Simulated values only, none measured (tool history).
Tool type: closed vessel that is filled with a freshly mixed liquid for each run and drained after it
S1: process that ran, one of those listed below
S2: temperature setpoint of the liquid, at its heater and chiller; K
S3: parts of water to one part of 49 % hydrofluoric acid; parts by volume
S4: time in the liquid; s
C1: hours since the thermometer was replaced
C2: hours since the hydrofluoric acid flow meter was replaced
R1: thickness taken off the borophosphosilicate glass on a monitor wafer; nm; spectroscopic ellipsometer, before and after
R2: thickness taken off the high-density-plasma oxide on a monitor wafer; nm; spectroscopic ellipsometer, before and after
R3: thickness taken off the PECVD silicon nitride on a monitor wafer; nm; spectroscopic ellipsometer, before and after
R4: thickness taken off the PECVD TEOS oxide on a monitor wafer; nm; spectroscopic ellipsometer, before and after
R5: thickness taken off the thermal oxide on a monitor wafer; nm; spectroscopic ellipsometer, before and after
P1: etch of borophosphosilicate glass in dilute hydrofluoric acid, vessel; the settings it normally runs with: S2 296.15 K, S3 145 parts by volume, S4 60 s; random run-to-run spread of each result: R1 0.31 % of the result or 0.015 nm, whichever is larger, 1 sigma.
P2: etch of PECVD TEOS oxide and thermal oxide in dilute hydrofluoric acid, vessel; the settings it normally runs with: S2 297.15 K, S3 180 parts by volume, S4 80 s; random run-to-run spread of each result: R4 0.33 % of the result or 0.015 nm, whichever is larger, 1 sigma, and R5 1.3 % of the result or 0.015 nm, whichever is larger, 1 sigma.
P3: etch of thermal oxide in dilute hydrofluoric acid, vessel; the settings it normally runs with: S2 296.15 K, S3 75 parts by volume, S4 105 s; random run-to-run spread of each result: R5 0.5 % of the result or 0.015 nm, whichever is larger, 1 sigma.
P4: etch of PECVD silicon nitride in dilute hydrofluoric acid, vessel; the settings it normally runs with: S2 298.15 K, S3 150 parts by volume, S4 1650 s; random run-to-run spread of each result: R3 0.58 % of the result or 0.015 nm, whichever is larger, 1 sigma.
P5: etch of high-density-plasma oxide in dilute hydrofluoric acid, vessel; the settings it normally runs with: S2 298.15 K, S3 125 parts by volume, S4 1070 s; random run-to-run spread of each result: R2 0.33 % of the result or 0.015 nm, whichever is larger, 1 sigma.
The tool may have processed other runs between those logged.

run	hour	S1	S2	S3	S4	C1	C2	R1	R2	R3	R4	R5
1	7.4	P1	296.15	145	60	185.1	652.5	10.344				
2	17.8	P5	298.15	125	1070	195.5	662.9		43.72			
3	26.5	P1	300.65	145	30	204.2	671.6	6.1068				
4	37	P5	298.15	125	1070	214.7	682.1		43.943			
5	45.8	P4	298.15	150	2975	223.5	690.9			49.29		
6	56.7	P2	297.15	95	80	234.4	701.8				24.398	3.9599
7	66.8	P5	298.15	70	1070	244.5	711.9		84.368			
8	72.9	P4	298.15	150	1650	250.6	718			27.554		
9	82.9	P1	296.15	145	85	260.6	728	14.607				
10	89.3	P4	298.15	150	1650	267	734.4			27.655		
11	95.8	P3	296.15	75	30	273.5	740.9					1.866
12	105.4	P1	290.15	145	60	283.1	750.5	8.1366				
13	116.9	P1	296.15	145	60	294.6	762	10.311				
14	123.5	P1	296.15	145	30	301.2	768.6	5.147				
15	133.6	P2	297.15	180	145	311.3	778.7				21.232	3.5798
16	144.1	P2	301.15	180	80	321.8	789.2				13.454	2.2746
17	154.7	P1	296.15	145	60	332.4	799.8	10.339				
18	163.3	P1	296.15	145	60	341	808.4	10.299				
19	171.3	P1	296.15	220	60	349	816.4	6.2655				
20	177.8	P3	296.15	75	105	355.5	822.9					6.4891
21	188.1	P3	296.15	115	105	365.8	833.2					4.0506
22	200.3	P5	303.15	125	1070	378	845.4		52.937			
23	207.4	P2	297.15	180	80	385.1	852.5				11.594	1.9625
24	213	P1	296.15	145	60	390.7	858.1	10.401				
25	222.5	P4	291.65	150	1650	400.2	867.6			17.841		
26	232.7	P1	302.65	145	60	410.4	877.8	13.255				
27	241.4	P4	298.15	40	1650	419.1	886.5			102.4		
28	250.8	P3	303.15	75	105	428.5	895.9					8.6401
29	260.2	P1	296.15	200	35	437.9	905.3	4.1326				
30	269.3	P5	298.15	125	1770	447	914.4		72.396			
31	276.3	P1	296.15	80	60	454	921.4	20.248				
32	286.5	P3	296.15	75	105	464.2	931.6					6.5686
33	298.6	P1	296.15	145	60	476.3	943.7	10.324				
34	304.2	P1	296.15	145	60	481.9	949.3	10.168				
35	314.5	P1	296.15	145	60	492.2	959.6	9.8625				
36	322	P1	296.15	145	60	499.7	967.1	9.6754				
37	334.1	P1	296.15	145	60	511.8	979.2	9.5366				
38	341	P1	296.15	145	60	518.7	986.1	9.4958				
39	349.9	P1	296.15	145	60	527.6	995	9.442				
40	361.8	P1	296.15	145	60	539.5	1006.9	9.4445				
41	368.3	P1	296.15	145	60	546	1013.4	9.4848				
42	379.1	P1	296.15	145	60	556.8	1024.2	9.396				
43	385.3	P1	296.15	145	60	563	1030.4	9.3835				
44	394.8	P1	296.15	145	60	572.5	1039.9	9.3919				

What P1 gives has crept off from where it sat before. The 2 causes that follow fit the log equally well, each at the size noted:
A: hydrofluoric acid flow below the setpoint (%) = 7.79
B: liquid colder than its thermometer reads (K) = 2.42
Creep in the process output first set in at about hour 298.6.

Listed below are the offered check runs, one wafer per run, with question marks in place of results. For which of them would the causes give clearly different outcomes?
check 1	404.3	P3	296.15	75	105							?
check 2	404.3	P5	298.15	125	1070				?			
check 3	404.3	P4	298.15	150	1650					?		
check 4	404.3	P2	297.15	180	80						?	?

Predicted outcomes, by check and by cause:
check	result	if A	if B
check 1	R5	5.9641	5.9018
check 2	R2	39.809	39.787
check 3	R3	25.473	23.613
check 4	R4	10.547	10.609
check 4	R5	1.7681	1.7786
How far apart the two closest causes lie, in the result that separates them most: check 1 1.05 %; check 2 0.06 %; check 3 7.58 %; check 4 0.59 %
The causes can be told apart only by check 3. The other checks would give nearly the same results under each of them.

The results of check 3 are: R3 23.688 nm. Based on these, which of the listed causes is it?

The correct cause is B, namely: liquid colder than its thermometer reads (K).
